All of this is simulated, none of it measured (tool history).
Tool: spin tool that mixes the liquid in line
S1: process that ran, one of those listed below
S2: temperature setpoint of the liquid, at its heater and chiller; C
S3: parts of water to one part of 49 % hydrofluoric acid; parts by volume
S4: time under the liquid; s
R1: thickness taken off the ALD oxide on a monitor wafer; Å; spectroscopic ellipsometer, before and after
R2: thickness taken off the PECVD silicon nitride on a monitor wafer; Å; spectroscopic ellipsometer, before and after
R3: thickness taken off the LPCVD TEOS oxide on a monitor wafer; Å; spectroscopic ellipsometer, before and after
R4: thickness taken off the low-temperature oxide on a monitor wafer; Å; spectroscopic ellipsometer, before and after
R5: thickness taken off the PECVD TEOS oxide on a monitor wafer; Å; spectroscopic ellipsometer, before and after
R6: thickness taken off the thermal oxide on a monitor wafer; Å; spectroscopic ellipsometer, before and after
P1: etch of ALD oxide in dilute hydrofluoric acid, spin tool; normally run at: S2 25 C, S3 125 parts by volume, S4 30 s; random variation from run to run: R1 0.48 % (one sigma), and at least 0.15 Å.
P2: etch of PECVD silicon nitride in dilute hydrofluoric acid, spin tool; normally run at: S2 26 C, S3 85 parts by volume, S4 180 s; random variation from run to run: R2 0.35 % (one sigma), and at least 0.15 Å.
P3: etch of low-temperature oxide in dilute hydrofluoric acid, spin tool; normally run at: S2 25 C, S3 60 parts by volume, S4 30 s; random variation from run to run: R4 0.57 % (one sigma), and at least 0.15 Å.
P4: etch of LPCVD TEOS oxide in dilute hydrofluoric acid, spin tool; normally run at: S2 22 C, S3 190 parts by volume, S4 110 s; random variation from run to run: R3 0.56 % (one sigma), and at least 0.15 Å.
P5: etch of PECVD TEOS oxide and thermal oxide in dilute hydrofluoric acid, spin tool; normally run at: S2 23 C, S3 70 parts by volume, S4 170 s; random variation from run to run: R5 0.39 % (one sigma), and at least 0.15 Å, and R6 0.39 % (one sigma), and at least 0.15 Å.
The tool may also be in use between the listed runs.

{"run": 1, "hour": 5.4, "S1": "P1", "S2": 25, "S3": 125, "S4": 30, "R1": 48.583}
{"run": 2, "hour": 12.3, "S1": "P1", "S2": 25, "S3": 125, "S4": 30, "R1": 48.708}
{"run": 3, "hour": 18.0, "S1": "P1", "S2": 25, "S3": 205, "S4": 30, "R1": 26.987}
{"run": 4, "hour": 22.5, "S1": "P2", "S2": 26, "S3": 85, "S4": 80, "R2": 30.154}
{"run": 5, "hour": 26.2, "S1": "P1", "S2": 25, "S3": 60, "S4": 30, "R1": 109.1}
{"run": 6, "hour": 29.8, "S1": "P2", "S2": 26, "S3": 85, "S4": 180, "R2": 67.799}
{"run": 7, "hour": 35.7, "S1": "P1", "S2": 25, "S3": 125, "S4": 30, "R1": 49.006}
{"run": 8, "hour": 42.6, "S1": "P1", "S2": 25, "S3": 205, "S4": 45, "R1": 40.457}
{"run": 9, "hour": 49.1, "S1": "P4", "S2": 22, "S3": 190, "S4": 15, "R3": 36.661}
{"run": 10, "hour": 52.6, "S1": "P1", "S2": 25, "S3": 125, "S4": 30, "R1": 48.208}
{"run": 11, "hour": 57.3, "S1": "P1", "S2": 31, "S3": 125, "S4": 30, "R1": 60.494}
{"run": 12, "hour": 64.3, "S1": "P3", "S2": 25, "S3": 60, "S4": 30, "R4": 78.847}
{"run": 13, "hour": 70.0, "S1": "P4", "S2": 17, "S3": 190, "S4": 110, "R3": 222.47}
{"run": 14, "hour": 74.8, "S1": "P5", "S2": 17, "S3": 70, "S4": 170, "R5": 353.11, "R6": 90.077}
{"run": 15, "hour": 81.5, "S1": "P3", "S2": 25, "S3": 110, "S4": 30, "R4": 40.202}
{"run": 16, "hour": 87.4, "S1": "P1", "S2": 25, "S3": 125, "S4": 50, "R1": 80.72}
{"run": 17, "hour": 92.1, "S1": "P2", "S2": 26, "S3": 120, "S4": 180, "R2": 48.58}
{"run": 18, "hour": 97.6, "S1": "P3", "S2": 25, "S3": 60, "S4": 30, "R4": 78.576}
{"run": 19, "hour": 103.6, "S1": "P5", "S2": 23, "S3": 40, "S4": 170, "R5": 825.72, "R6": 210.9}
{"run": 20, "hour": 108.5, "S1": "P4", "S2": 22, "S3": 300, "S4": 110, "R3": 154.3}
{"run": 21, "hour": 112.7, "S1": "P3", "S2": 32, "S3": 60, "S4": 30, "R4": 103.18}
{"run": 22, "hour": 115.8, "S1": "P1", "S2": 25, "S3": 125, "S4": 15, "R1": 24.183}
{"run": 23, "hour": 122.7, "S1": "P1", "S2": 25, "S3": 125, "S4": 30, "R1": 48.972}
{"run": 24, "hour": 126.8, "S1": "P3", "S2": 25, "S3": 60, "S4": 15, "R4": 39.569}
{"run": 25, "hour": 132.5, "S1": "P2", "S2": 20.5, "S3": 85, "S4": 180, "R2": 47.19}
{"run": 26, "hour": 138.5, "S1": "P1", "S2": 20, "S3": 125, "S4": 15, "R1": 20.251}
{"run": 27, "hour": 143.7, "S1": "P4", "S2": 22, "S3": 190, "S4": 110, "R3": 268.31}
{"run": 28, "hour": 149.6, "S1": "P1", "S2": 19, "S3": 125, "S4": 30, "R1": 38.219}
{"run": 29, "hour": 153.9, "S1": "P1", "S2": 18, "S3": 50, "S4": 30, "R1": 98.558}
{"run": 30, "hour": 160.0, "S1": "P5", "S2": 23, "S3": 70, "S4": 170, "R5": 454.15, "R6": 115.6}
{"run": 31, "hour": 163.6, "S1": "P5", "S2": 23, "S3": 70, "S4": 300, "R5": 805.78, "R6": 203.89}
{"run": 32, "hour": 169.0, "S1": "P1", "S2": 25, "S3": 125, "S4": 30, "R1": 48.981}
{"run": 33, "hour": 174.1, "S1": "P1", "S2": 25, "S3": 125, "S4": 30, "R1": 50.605}
{"run": 34, "hour": 181.3, "S1": "P1", "S2": 25, "S3": 125, "S4": 30, "R1": 51.859}
{"run": 35, "hour": 188.3, "S1": "P1", "S2": 25, "S3": 125, "S4": 30, "R1": 51.952}
{"run": 36, "hour": 194.6, "S1": "P1", "S2": 25, "S3": 125, "S4": 30, "R1": 52.474}

Forecast run 37:
{"run": 37, "hour": 198.6, "S1": "P1", "S2": 25, "S3": 125, "S4": 30, "R1": "?"}

Run 37 gave R1 52.363 Å.
